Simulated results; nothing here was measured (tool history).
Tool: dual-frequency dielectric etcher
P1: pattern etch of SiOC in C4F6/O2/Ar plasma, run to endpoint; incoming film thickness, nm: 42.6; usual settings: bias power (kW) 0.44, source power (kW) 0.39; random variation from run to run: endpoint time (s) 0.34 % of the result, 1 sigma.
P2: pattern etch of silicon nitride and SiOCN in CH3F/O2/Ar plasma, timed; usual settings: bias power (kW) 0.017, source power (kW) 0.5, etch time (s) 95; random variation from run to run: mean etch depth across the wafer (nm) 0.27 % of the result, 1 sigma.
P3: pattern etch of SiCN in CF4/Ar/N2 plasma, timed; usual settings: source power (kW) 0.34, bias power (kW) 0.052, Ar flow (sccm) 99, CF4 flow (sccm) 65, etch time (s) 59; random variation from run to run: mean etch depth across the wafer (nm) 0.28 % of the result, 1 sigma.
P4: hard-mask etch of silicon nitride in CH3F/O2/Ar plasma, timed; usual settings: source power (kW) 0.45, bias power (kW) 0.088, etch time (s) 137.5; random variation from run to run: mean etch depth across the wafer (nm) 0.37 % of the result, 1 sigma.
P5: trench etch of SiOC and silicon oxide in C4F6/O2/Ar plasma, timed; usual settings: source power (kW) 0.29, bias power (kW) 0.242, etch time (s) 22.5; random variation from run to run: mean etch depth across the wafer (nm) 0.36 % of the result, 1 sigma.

run     day  process that ran  bias power (kW)  source power (kW)  etch time (s)  Ar flow (sccm)  CF4 flow (sccm)  endpoint time (s)  mean etch depth across the wafer (nm)
  1   0.262                P1             0.44               0.39                                                             15.311
  2   0.571                P5            0.183               0.29           22.5                                                                                     38.863
  3   0.992                P2            0.017               0.34             95                                                                                     10.572
  4   1.321                P1             0.44               0.39                                                             15.197
  5   1.662                P1            0.328               0.54                                                             15.109
  6   2.154                P3            0.052               0.34             59              99               84                                                    36.258
  7   2.596                P4            0.113               0.45          137.5                                                                                     116.55
  8   2.908                P1             0.31               0.27                                                             19.822
  9   3.175                P1            0.543               0.52                                                             12.664
 10   3.479                P1             0.44               0.39                                                             15.251
 11   3.858                P5            0.242               0.29             34                                                                                     64.713
 12   4.271                P3            0.052               0.24             59              99               65                                                    25.636
 13   4.662                P1             0.44               0.48                                                             14.121
 14   5.112                P3            0.052               0.34             59              79               65                                                    36.088
 15     5.5                P2            0.017                0.5             95                                                                                     12.083
 16   5.817                P1             0.44               0.39                                                             15.192
 17   6.075                P4            0.088               0.45          137.5                                                                                     105.89
 18   6.433                P4            0.088               0.57          137.5                                                                                      116.7
 19   6.704                P5            0.242               0.29           22.5                                                                                     42.745
 20   7.142                P1             0.44               0.39                                                             15.203
 21   7.583                P2            0.012                0.5             95                                                                                     10.589
 22   7.867                P4            0.088               0.45           85.5                                                                                     66.515
 23   8.321                P1            0.265               0.39                                                             18.272
 24   8.571                P3            0.071               0.34             59              99               65                                                    38.808
 25   8.938                P1             0.44               0.26                                                             17.681
 26   9.192                P3            0.052               0.34           40.5              99               65                                                    23.937
 27   9.675                P1            0.621               0.39                                                             13.341
 28    9.95                P3            0.052               0.34             59              99               65                                                    34.706
 29  10.196                P4            0.088               0.45          137.5                                                                                     106.46
 30  10.625                P2            0.017                0.5          129.5                                                                                      16.54
 31  10.896                P5            0.242               0.34           22.5                                                                                     45.649
 32  11.317                P1             0.44               0.39                                                             15.199
 33  11.662                P1             0.44               0.39                                                              15.16
 34  12.075                P1             0.44               0.39                                                              15.11
 35  12.429                P1             0.44               0.39                                                             15.059
 36   12.75                P1             0.44               0.39                                                             15.006
 37  12.971                P1             0.44               0.39                                                             14.975
     13.038  -- wet clean of the chamber
 38  13.267                P1             0.44               0.39                                                              14.95
 39  13.658                P1             0.44               0.39                                                              15.03

The next listed run, before its measurement:
 40  14.008                P1             0.44               0.39                                                                  ?

Run 40 gave endpoint time (s) 14.971.
